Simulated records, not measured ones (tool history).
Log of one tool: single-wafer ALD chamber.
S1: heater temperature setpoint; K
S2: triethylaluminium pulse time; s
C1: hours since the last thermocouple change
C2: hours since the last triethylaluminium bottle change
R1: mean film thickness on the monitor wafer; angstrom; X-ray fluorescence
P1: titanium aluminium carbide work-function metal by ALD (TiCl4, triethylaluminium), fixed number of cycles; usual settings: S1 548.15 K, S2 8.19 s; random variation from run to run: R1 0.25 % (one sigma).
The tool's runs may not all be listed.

{"run": 1, "hour": 4.0, "S1": 548.15, "S2": 8.19, "C1": 1247, "C2": 365.6, "R1": 17.262}
{"run": 2, "hour": 7.8, "S1": 548.15, "S2": 8.19, "C1": 1250.8, "C2": 369.4, "R1": 17.37}
{"run": 3, "hour": 10.8, "S1": 548.15, "S2": 8.19, "C1": 1253.8, "C2": 372.4, "R1": 17.33}
{"run": 4, "hour": 13.7, "S1": 548.15, "S2": 8.19, "C1": 1256.7, "C2": 375.3, "R1": 17.24}
{"run": 5, "hour": 16.5, "S1": 548.15, "S2": 8.19, "C1": 1259.5, "C2": 378.1, "R1": 17.278}
{"run": 6, "hour": 19.8, "S1": 538.15, "S2": 4.75, "C1": 1262.8, "C2": 381.4, "R1": 14.149}
{"run": 7, "hour": 22.4, "S1": 531.15, "S2": 4.07, "C1": 1265.4, "C2": 384, "R1": 12.716}
{"run": 8, "hour": 27.0, "S1": 524.15, "S2": 8.19, "C1": 1270, "C2": 388.6, "R1": 15.342}
{"run": 9, "hour": 31.5, "S1": 548.15, "S2": 3.79, "C1": 1274.5, "C2": 393.1, "R1": 13.405}
{"run": 10, "hour": 35.9, "S1": 548.15, "S2": 12.08, "C1": 1278.9, "C2": 397.5, "R1": 18.165}
{"hour": 37.6, "done": "thermocouple changed; heater temperature recalibrated"}
{"run": 11, "hour": 39.9, "S1": 548.15, "S2": 8.19, "C1": 2.3, "C2": 401.5, "R1": 17.312}
{"run": 12, "hour": 44.7, "S1": 548.15, "S2": 8.19, "C1": 7.1, "C2": 406.3, "R1": 17.272}
{"run": 13, "hour": 48.6, "S1": 568.15, "S2": 8.19, "C1": 11, "C2": 410.2, "R1": 19.001}
{"run": 14, "hour": 53.2, "S1": 548.15, "S2": 8.19, "C1": 15.6, "C2": 414.8, "R1": 17.364}

Forecast run 15:
{"run": 15, "hour": 58.0, "S1": 548.15, "S2": 8.19, "C1": 20.4, "C2": 419.6, "R1": "?"}

R1: 17.125 angstrom
